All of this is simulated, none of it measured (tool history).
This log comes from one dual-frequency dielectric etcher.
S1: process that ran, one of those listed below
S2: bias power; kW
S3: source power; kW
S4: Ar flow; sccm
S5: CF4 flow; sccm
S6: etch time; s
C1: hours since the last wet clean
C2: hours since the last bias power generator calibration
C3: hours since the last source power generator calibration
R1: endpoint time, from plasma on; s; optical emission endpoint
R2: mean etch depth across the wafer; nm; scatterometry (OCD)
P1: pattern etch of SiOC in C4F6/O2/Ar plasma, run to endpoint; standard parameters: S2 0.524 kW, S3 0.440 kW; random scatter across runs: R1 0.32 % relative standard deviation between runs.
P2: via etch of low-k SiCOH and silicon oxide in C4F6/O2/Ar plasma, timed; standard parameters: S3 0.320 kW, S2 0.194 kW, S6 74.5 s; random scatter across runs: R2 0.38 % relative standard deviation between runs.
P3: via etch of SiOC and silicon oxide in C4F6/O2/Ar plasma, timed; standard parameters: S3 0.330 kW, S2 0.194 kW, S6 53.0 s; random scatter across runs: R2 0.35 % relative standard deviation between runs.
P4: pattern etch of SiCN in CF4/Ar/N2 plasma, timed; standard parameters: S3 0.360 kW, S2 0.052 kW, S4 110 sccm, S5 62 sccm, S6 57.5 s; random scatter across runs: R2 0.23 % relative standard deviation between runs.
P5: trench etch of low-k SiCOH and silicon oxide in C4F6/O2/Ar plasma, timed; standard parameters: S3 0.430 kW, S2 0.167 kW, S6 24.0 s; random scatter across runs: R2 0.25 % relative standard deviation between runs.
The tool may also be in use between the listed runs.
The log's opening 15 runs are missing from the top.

| run | hour | S1 | S2 | S3 | S4 | S5 | S6 | C1 | C2 | C3 | R1 | R2 |
|---|---|---|---|---|---|---|---|---|---|---|---|---|
| 16 | 152.5 | P2 | 0.194 | 0.320 |  |  | 74.5 | 404.4 | 1156.4 | 1567.8 |  | 199.950 |
| 17 | 161.0 | P1 | 0.524 | 0.440 |  |  |  | 412.9 | 1164.9 | 1576.3 | 14.873 |  |
| 18 | 171.8 | P1 | 0.425 | 0.440 |  |  |  | 423.7 | 1175.7 | 1587.1 | 16.078 |  |
| 19 | 184.6 | P5 | 0.167 | 0.430 |  |  | 30.5 | 436.5 | 1188.5 | 1599.9 |  | 93.027 |
| 20 | 197.3 | P1 | 0.524 | 0.440 |  |  |  | 449.2 | 1201.2 | 1612.6 | 14.848 |  |
| 21 | 207.6 | P1 | 0.524 | 0.570 |  |  |  | 459.5 | 1211.5 | 1622.9 | 13.542 |  |
| 22 | 223.5 | P5 | 0.167 | 0.430 |  |  | 24.0 | 475.4 | 1227.4 | 1638.8 |  | 73.222 |
| 23 | 233.0 | P2 | 0.129 | 0.320 |  |  | 74.5 | 484.9 | 1236.9 | 1648.3 |  | 175.420 |
| 24 | 243.6 | P1 | 0.353 | 0.560 |  |  |  | 495.5 | 1247.5 | 1658.9 | 15.616 |  |
| 25 | 257.0 | P4 | 0.052 | 0.360 | 110 | 62 | 57.5 | 508.9 | 1260.9 | 1672.3 |  | 34.591 |
| 26 | 270.4 | P5 | 0.237 | 0.430 |  |  | 24.0 | 522.3 | 1274.3 | 1685.7 |  | 81.931 |
| 27 | 283.7 | P4 | 0.039 | 0.360 | 110 | 62 | 57.5 | 535.6 | 1287.6 | 1699.0 |  | 31.567 |
| 28 | 294.5 | P3 | 0.194 | 0.330 |  |  | 30.0 | 546.4 | 1298.4 | 1709.8 |  | 31.384 |
| 29 | 307.1 | P2 | 0.194 | 0.320 |  |  | 53.0 | 559.0 | 1311.0 | 1722.4 |  | 142.330 |
| 30 | 321.2 | P4 | 0.052 | 0.360 | 110 | 62 | 57.5 | 573.1 | 1325.1 | 1736.5 |  | 34.607 |
| 31 | 334.5 | P4 | 0.052 | 0.360 | 110 | 62 | 33.0 | 586.4 | 1338.4 | 1749.8 |  | 19.866 |
| 32 | 344.9 | P1 | 0.524 | 0.440 |  |  |  | 596.8 | 1348.8 | 1760.2 | 14.907 |  |
| 33 | 358.9 | P1 | 0.524 | 0.440 |  |  |  | 610.8 | 1362.8 | 1774.2 | 14.767 |  |
| 34 | 374.6 | P1 | 0.524 | 0.440 |  |  |  | 626.5 | 1378.5 | 1789.9 | 14.650 |  |
|  | 379.4 | wet clean of the chamber |
| 35 | 386.5 | P1 | 0.524 | 0.440 |  |  |  | 7.1 | 1390.4 | 1801.8 | 14.652 |  |
| 36 | 398.2 | P1 | 0.524 | 0.440 |  |  |  | 18.8 | 1402.1 | 1813.5 | 14.725 |  |

The next listed run, before its measurement:
| 37 | 408.9 | P1 | 0.524 | 0.440 |  |  |  | 29.5 | 1412.8 | 1824.2 | ? |  |

{"run 37": {"R1": 14.68}}

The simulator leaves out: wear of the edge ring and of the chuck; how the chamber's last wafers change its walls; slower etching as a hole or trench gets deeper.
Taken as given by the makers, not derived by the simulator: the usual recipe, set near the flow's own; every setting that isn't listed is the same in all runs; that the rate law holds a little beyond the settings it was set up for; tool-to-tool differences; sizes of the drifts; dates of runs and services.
